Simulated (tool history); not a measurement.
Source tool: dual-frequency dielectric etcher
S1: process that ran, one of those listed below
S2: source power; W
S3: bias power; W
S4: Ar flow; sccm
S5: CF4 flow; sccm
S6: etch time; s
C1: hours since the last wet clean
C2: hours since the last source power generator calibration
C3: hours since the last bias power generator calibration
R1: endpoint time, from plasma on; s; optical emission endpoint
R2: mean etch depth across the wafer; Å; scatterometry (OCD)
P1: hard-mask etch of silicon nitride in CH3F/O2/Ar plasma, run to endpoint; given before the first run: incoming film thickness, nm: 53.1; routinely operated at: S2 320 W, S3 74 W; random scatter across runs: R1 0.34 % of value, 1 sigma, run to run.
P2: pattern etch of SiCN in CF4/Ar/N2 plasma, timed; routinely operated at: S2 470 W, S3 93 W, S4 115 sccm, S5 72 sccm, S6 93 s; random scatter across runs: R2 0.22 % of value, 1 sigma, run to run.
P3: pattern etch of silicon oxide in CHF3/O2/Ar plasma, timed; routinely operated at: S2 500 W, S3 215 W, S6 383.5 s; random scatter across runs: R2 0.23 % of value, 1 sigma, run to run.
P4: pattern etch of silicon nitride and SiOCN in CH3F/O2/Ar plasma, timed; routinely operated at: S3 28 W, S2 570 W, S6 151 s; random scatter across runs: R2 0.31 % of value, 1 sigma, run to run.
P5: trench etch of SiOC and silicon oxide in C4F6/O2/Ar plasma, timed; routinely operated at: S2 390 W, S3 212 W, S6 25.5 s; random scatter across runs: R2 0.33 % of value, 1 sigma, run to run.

Run 1, hour 3.1: S1 P1, S2 320 W, S3 74 W; C1 161.1; C2 2398.6; C3 517.3. Result: R1 79.654 s.
Run 2, hour 5.9: S1 P1, S2 320 W, S3 74 W; C1 163.9; C2 2401.4; C3 520.1. Result: R1 79.638 s.
Run 3, hour 8.8: S1 P2, S2 470 W, S3 93 W, S4 115 sccm, S5 86 sccm, S6 93 s; C1 166.8; C2 2404.3; C3 523. Result: R2 927.46 Å.
Run 4, hour 13.2: S1 P1, S2 320 W, S3 74 W; C1 171.2; C2 2408.7; C3 527.4. Result: R1 79.688 s.
Run 5, hour 15.7: S1 P1, S2 250 W, S3 74 W; C1 173.7; C2 2411.2; C3 529.9. Result: R1 86.987 s.
Run 6, hour 18: S1 P5, S2 390 W, S3 212 W, S6 25.5 s; C1 176; C2 2413.5; C3 532.2. Result: R2 518.83 Å.
Run 7, hour 20.2: S1 P4, S2 570 W, S3 28 W, S6 151 s; C1 178.2; C2 2415.7; C3 534.4. Result: R2 251.67 Å.
Run 8, hour 22.9: S1 P5, S2 390 W, S3 254 W, S6 25.5 s; C1 180.9; C2 2418.4; C3 537.1. Result: R2 549.66 Å.
Run 9, hour 27.1: S1 P2, S2 470 W, S3 93 W, S4 115 sccm, S5 72 sccm, S6 93 s; C1 185.1; C2 2422.6; C3 541.3. Result: R2 907.36 Å.
Run 10, hour 31.1: S1 P1, S2 320 W, S3 74 W; C1 189.1; C2 2426.6; C3 545.3. Result: R1 79.993 s.
Run 11, hour 34.4: S1 P4, S2 470 W, S3 28 W, S6 151 s; C1 192.4; C2 2429.9; C3 548.6. Result: R2 237.13 Å.
At hour 35.2: wet clean of the chamber.
Run 12, hour 37.6: S1 P2, S2 470 W, S3 93 W, S4 115 sccm, S5 72 sccm, S6 93 s; C1 2.5; C2 2433.1; C3 551.8. Result: R2 905.34 Å.
Run 13, hour 40.2: S1 P1, S2 320 W, S3 74 W; C1 5.1; C2 2435.7; C3 554.4. Result: R1 79.691 s.
Run 14, hour 43.1: S1 P5, S2 250 W, S3 212 W, S6 25.5 s; C1 8; C2 2438.6; C3 557.3. Result: R2 439.62 Å.
Run 15, hour 47.2: S1 P2, S2 470 W, S3 93 W, S4 115 sccm, S5 72 sccm, S6 51 s; C1 12.1; C2 2442.7; C3 561.4. Result: R2 495.86 Å.
Run 16, hour 49.4: S1 P4, S2 570 W, S3 28 W, S6 151 s; C1 14.3; C2 2444.9; C3 563.6. Result: R2 252.01 Å.
Run 17, hour 53: S1 P3, S2 640 W, S3 215 W, S6 383.5 s; C1 17.9; C2 2448.5; C3 567.2. Result: R2 8028.6 Å.
Run 18, hour 55.2: S1 P1, S2 320 W, S3 57 W; C1 20.1; C2 2450.7; C3 569.4. Result: R1 86.886 s.
Run 19, hour 59.2: S1 P4, S2 570 W, S3 28 W, S6 103.5 s; C1 24.1; C2 2454.7; C3 573.4. Result: R2 173.31 Å.
Run 20, hour 61.1: S1 P5, S2 390 W, S3 212 W, S6 38 s; C1 26; C2 2456.6; C3 575.3. Result: R2 773.7 Å.
Run 21, hour 65.5: S1 P4, S2 570 W, S3 17 W, S6 151 s; C1 30.4; C2 2461; C3 579.7. Result: R2 202.82 Å.
Run 22, hour 67.5: S1 P3, S2 500 W, S3 215 W, S6 468.5 s; C1 32.4; C2 2463; C3 581.7. Result: R2 8939.4 Å.
Run 23, hour 70.8: S1 P1, S2 320 W, S3 90 W; C1 35.7; C2 2466.3; C3 585. Result: R1 74.06 s.
Run 24, hour 74.9: S1 P1, S2 320 W, S3 74 W; C1 39.8; C2 2470.4; C3 589.1. Result: R1 79.862 s.
Run 25, hour 78.2: S1 P2, S2 470 W, S3 93 W, S4 139 sccm, S5 72 sccm, S6 93 s; C1 43.1; C2 2473.7; C3 592.4. Result: R2 882.37 Å.
Run 26, hour 81.6: S1 P2, S2 470 W, S3 127 W, S4 115 sccm, S5 72 sccm, S6 93 s; C1 46.5; C2 2477.1; C3 595.8. Result: R2 1022.7 Å.
Run 27, hour 83.8: S1 P1, S2 430 W, S3 74 W; C1 48.7; C2 2479.3; C3 598. Result: R1 71.027 s.
Run 28, hour 87.7: S1 P3, S2 500 W, S3 142 W, S6 383.5 s; C1 52.6; C2 2483.2; C3 601.9. Result: R2 6386.3 Å.
Run 29, hour 90.5: S1 P1, S2 390 W, S3 99 W; C1 55.4; C2 2486; C3 604.7. Result: R1 67.004 s.
Run 30, hour 93.6: S1 P2, S2 280 W, S3 93 W, S4 115 sccm, S5 72 sccm, S6 93 s; C1 58.5; C2 2489.1; C3 607.8. Result: R2 577.83 Å.
Run 31, hour 96.9: S1 P5, S2 390 W, S3 212 W, S6 25.5 s; C1 61.8; C2 2492.4; C3 611.1. Result: R2 516.47 Å.
Run 32, hour 100.3: S1 P3, S2 500 W, S3 215 W, S6 383.5 s; C1 65.2; C2 2495.8; C3 614.5. Result: R2 7343.6 Å.
Run 33, hour 104.6: S1 P1, S2 380 W, S3 61 W; C1 69.5; C2 2500.1; C3 618.8. Result: R1 79.818 s.
Run 34, hour 106.6: S1 P1, S2 320 W, S3 74 W; C1 71.5; C2 2502.1; C3 620.8. Result: R1 79.889 s.
Run 35, hour 108.9: S1 P1, S2 320 W, S3 74 W; C1 73.8; C2 2504.4; C3 623.1. Result: R1 79.224 s.
Run 36, hour 111: S1 P1, S2 320 W, S3 74 W; C1 75.9; C2 2506.5; C3 625.2. Result: R1 78.526 s.
Run 37, hour 115: S1 P1, S2 320 W, S3 74 W; C1 79.9; C2 2510.5; C3 629.2. Result: R1 78.769 s.
Run 38, hour 119.3: S1 P1, S2 320 W, S3 74 W; C1 84.2; C2 2514.8; C3 633.5. Result: R1 78.719 s.
At hour 121.5: wet clean of the chamber.
Run 39, hour 121.7: S1 P1, S2 320 W, S3 74 W; C1 0.3; C2 2517.2; C3 635.9. Result: R1 78.472 s.
Run 40, hour 124.3: S1 P1, S2 320 W, S3 74 W; C1 2.9; C2 2519.8; C3 638.5. Result: R1 78.959 s.
Run 41, hour 127.3: S1 P1, S2 320 W, S3 74 W; C1 5.9; C2 2522.8; C3 641.5. Result: R1 77.999 s.

Compared with where it was, what P1 gives has crept away. Each cause listed below fits the log as well as the rest, at the size given for it:
A: source power that arrives over what is set, % = 4.65
B: bias power that arrives over what is set, % = 4.98
Onset of the creep was near hour 106.6.
All other causes, with the reason each is excluded:
chamber walls in a state that raises the etch rate, %: serviced after onset, at hour 121.5, with no recovery of the prior output

Listed below are the offered check runs, one wafer per run, with question marks in place of results. For which of them would the causes give clearly different outcomes?
Run check 1, hour 130.3: S1 P3, S2 580 W, S3 215 W, S6 383.5 s. Result: R2 ?.
Run check 2, hour 130.3: S1 P2, S2 400 W, S3 123 W, S4 115 sccm, S5 72 sccm, S6 93 s. Result: R2 ?.
Run check 3, hour 130.3: S1 P5, S2 330 W, S3 244 W, S6 25.5 s. Result: R2 ?.
Run check 4, hour 130.3: S1 P4, S2 570 W, S3 18 W, S6 108 s. Result: R2 ?.

Predicted outcomes, by check and by cause:
  check  result    if A    if B
check 1      R2  7902.8  7901.4
check 2      R2  912.48  894.12
check 3      R2  520.03  519.67
check 4      R2  151.45  152.03
Separation of the two closest causes in each check, using whichever result separates them best: check 1 0.02 %; check 2 2.03 %; check 3 0.07 %; check 4 0.39 %
The causes can be told apart only by check 2. The other checks would give nearly the same results under each of them.

Check 2 was then run and gave: R2 911.39 Å. Which cause is it?

Of the candidate causes, it is A: source power that arrives over what is set, %.

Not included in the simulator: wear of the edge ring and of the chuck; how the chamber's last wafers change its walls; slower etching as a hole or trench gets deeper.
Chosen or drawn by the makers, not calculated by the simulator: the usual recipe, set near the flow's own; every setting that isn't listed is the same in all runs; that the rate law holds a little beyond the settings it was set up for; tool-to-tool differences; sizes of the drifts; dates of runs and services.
